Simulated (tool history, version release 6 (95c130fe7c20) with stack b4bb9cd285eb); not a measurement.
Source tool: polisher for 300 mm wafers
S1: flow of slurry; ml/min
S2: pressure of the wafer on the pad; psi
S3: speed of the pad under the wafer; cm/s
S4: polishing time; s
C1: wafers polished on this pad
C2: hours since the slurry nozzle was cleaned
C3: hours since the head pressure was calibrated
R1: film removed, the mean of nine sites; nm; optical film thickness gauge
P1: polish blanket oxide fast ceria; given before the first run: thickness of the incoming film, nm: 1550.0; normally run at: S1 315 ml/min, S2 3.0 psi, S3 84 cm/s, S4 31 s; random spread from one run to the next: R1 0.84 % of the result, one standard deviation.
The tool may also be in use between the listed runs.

run,hour,S1,S2,S3,S4,C1,C2,C3,R1
1,8.5,315,3.0,84,31,403,241.0,658.1,379.40
2,16.8,315,3.0,110,44,508,249.3,666.4,710.91
3,24.0,190,3.0,84,23,598,256.5,673.6,266.43
4,40.0,220,3.0,84,41,798,272.5,689.6,487.10
5,49.5,315,1.4,84,31,917,282.0,699.1,175.12
6,63.4,315,3.0,84,31,1092,295.9,713.0,384.55
7,70.5,315,3.0,84,31,1181,303.0,720.1,380.34
8,79.2,395,3.0,84,31,1290,311.7,728.8,387.79
9,88.9,315,3.0,84,31,1411,321.4,738.5,381.08
10,100.3,315,3.0,84,31,1554,332.8,749.9,384.87
11,115.2,315,4.1,84,31,1741,347.7,764.8,518.28
12,131.2,190,3.0,84,31,1942,363.7,780.8,357.43
# hour 139.8: slurry nozzle cleaned
13,143.1,315,3.0,112,31,2091,3.4,792.7,505.76
14,150.8,315,3.0,84,31,2187,11.1,800.4,377.63
15,158.7,315,3.0,84,47,2286,19.0,808.3,578.91
16,170.1,315,3.0,44,31,2429,30.4,819.7,199.36
17,177.6,315,3.0,84,16,2523,37.9,827.2,194.29

Predict the results of run 18:
18,185.3,315,3.0,84,31,2620,45.6,834.9,?

{"run 18": {"R1": 373.42}}
